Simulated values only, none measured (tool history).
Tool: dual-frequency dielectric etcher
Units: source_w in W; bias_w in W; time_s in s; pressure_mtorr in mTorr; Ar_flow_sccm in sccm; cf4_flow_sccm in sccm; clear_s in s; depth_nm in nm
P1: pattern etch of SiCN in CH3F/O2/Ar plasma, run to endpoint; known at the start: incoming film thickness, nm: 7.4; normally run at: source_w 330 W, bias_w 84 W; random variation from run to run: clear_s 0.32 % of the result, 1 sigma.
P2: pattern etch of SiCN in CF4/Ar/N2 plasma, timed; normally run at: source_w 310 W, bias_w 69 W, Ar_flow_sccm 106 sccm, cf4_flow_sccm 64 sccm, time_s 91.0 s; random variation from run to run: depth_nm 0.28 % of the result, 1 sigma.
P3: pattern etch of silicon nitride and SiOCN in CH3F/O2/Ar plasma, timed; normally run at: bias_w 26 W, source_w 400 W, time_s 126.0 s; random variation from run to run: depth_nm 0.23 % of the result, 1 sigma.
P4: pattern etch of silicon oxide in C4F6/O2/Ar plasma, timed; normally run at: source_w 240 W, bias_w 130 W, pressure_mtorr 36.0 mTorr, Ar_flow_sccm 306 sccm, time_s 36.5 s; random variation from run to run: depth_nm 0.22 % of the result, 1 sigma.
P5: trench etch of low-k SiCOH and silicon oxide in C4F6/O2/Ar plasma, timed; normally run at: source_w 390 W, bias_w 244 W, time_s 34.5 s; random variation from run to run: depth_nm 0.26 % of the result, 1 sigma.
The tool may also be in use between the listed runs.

{"run": 1, "hour": 4.6, "process": "P1", "source_w": 330, "bias_w": 84, "clear_s": 19.784}
{"run": 2, "hour": 7.9, "process": "P3", "source_w": 400, "bias_w": 26, "time_s": 183.5, "depth_nm": 25.577}
{"run": 3, "hour": 11.7, "process": "P4", "source_w": 290, "bias_w": 130, "time_s": 36.5, "pressure_mtorr": 36.0, "Ar_flow_sccm": 306, "depth_nm": 86.423}
{"run": 4, "hour": 15.5, "process": "P4", "source_w": 240, "bias_w": 130, "time_s": 36.5, "pressure_mtorr": 36.0, "Ar_flow_sccm": 429, "depth_nm": 77.564}
{"run": 5, "hour": 19.5, "process": "P1", "source_w": 330, "bias_w": 84, "clear_s": 19.785}
{"hour": 21.4, "done": "source power generator calibrated"}
{"run": 6, "hour": 23.0, "process": "P5", "source_w": 390, "bias_w": 190, "time_s": 34.5, "depth_nm": 102.54}
{"run": 7, "hour": 26.5, "process": "P5", "source_w": 390, "bias_w": 244, "time_s": 34.5, "depth_nm": 111.28}
{"run": 8, "hour": 31.1, "process": "P1", "source_w": 330, "bias_w": 106, "clear_s": 18.169}
{"run": 9, "hour": 33.4, "process": "P2", "source_w": 310, "bias_w": 97, "time_s": 91.0, "Ar_flow_sccm": 106, "cf4_flow_sccm": 64, "depth_nm": 61.061}
{"run": 10, "hour": 37.2, "process": "P4", "source_w": 240, "bias_w": 85, "time_s": 36.5, "pressure_mtorr": 36.0, "Ar_flow_sccm": 306, "depth_nm": 71.282}
{"run": 11, "hour": 39.7, "process": "P3", "source_w": 400, "bias_w": 35, "time_s": 126.0, "depth_nm": 20.217}
{"run": 12, "hour": 44.4, "process": "P2", "source_w": 310, "bias_w": 69, "time_s": 91.0, "Ar_flow_sccm": 106, "cf4_flow_sccm": 38, "depth_nm": 49.355}
{"run": 13, "hour": 49.3, "process": "P3", "source_w": 400, "bias_w": 26, "time_s": 126.0, "depth_nm": 17.612}
{"run": 14, "hour": 51.9, "process": "P3", "source_w": 400, "bias_w": 26, "time_s": 126.0, "depth_nm": 17.642}
{"run": 15, "hour": 56.1, "process": "P4", "source_w": 240, "bias_w": 130, "time_s": 25.5, "pressure_mtorr": 36.0, "Ar_flow_sccm": 306, "depth_nm": 56.045}
{"run": 16, "hour": 58.7, "process": "P1", "source_w": 330, "bias_w": 68, "clear_s": 21.332}
{"run": 17, "hour": 61.1, "process": "P1", "source_w": 330, "bias_w": 84, "clear_s": 19.853}
{"run": 18, "hour": 66.0, "process": "P5", "source_w": 390, "bias_w": 244, "time_s": 49.5, "depth_nm": 159.37}
{"run": 19, "hour": 69.2, "process": "P4", "source_w": 240, "bias_w": 130, "time_s": 36.5, "pressure_mtorr": 36.0, "Ar_flow_sccm": 306, "depth_nm": 80.419}
{"run": 20, "hour": 71.5, "process": "P4", "source_w": 240, "bias_w": 130, "time_s": 36.5, "pressure_mtorr": 50.5, "Ar_flow_sccm": 306, "depth_nm": 77.238}
{"run": 21, "hour": 74.1, "process": "P1", "source_w": 330, "bias_w": 84, "clear_s": 19.889}
{"run": 22, "hour": 77.8, "process": "P2", "source_w": 310, "bias_w": 69, "time_s": 91.0, "Ar_flow_sccm": 78, "cf4_flow_sccm": 64, "depth_nm": 56.544}
{"run": 23, "hour": 82.0, "process": "P3", "source_w": 540, "bias_w": 26, "time_s": 126.0, "depth_nm": 19.516}
{"run": 24, "hour": 86.3, "process": "P1", "source_w": 400, "bias_w": 84, "clear_s": 18.425}
{"run": 25, "hour": 88.5, "process": "P5", "source_w": 500, "bias_w": 244, "time_s": 34.5, "depth_nm": 122.04}
{"run": 26, "hour": 92.2, "process": "P2", "source_w": 310, "bias_w": 69, "time_s": 91.0, "Ar_flow_sccm": 106, "cf4_flow_sccm": 64, "depth_nm": 53.682}
{"run": 27, "hour": 96.0, "process": "P5", "source_w": 390, "bias_w": 244, "time_s": 34.5, "depth_nm": 111.42}
{"run": 28, "hour": 98.4, "process": "P1", "source_w": 450, "bias_w": 100, "clear_s": 16.56}
{"run": 29, "hour": 100.8, "process": "P2", "source_w": 420, "bias_w": 69, "time_s": 91.0, "Ar_flow_sccm": 106, "cf4_flow_sccm": 64, "depth_nm": 70.141}
{"run": 30, "hour": 103.1, "process": "P1", "source_w": 250, "bias_w": 71, "clear_s": 23.306}
{"run": 31, "hour": 106.3, "process": "P1", "source_w": 260, "bias_w": 84, "clear_s": 21.633}
{"run": 32, "hour": 109.9, "process": "P1", "source_w": 330, "bias_w": 84, "clear_s": 19.834}
{"run": 33, "hour": 114.5, "process": "P2", "source_w": 310, "bias_w": 69, "time_s": 50.0, "Ar_flow_sccm": 106, "cf4_flow_sccm": 64, "depth_nm": 29.403}
{"run": 34, "hour": 118.1, "process": "P1", "source_w": 330, "bias_w": 84, "clear_s": 19.839}
{"run": 35, "hour": 122.6, "process": "P1", "source_w": 330, "bias_w": 84, "clear_s": 20.031}

Forecast run 36:
{"run": 36, "hour": 125.9, "process": "P1", "source_w": 330, "bias_w": 84, "clear_s": "?"}

{"run 36": {"clear_s": 20.0}}
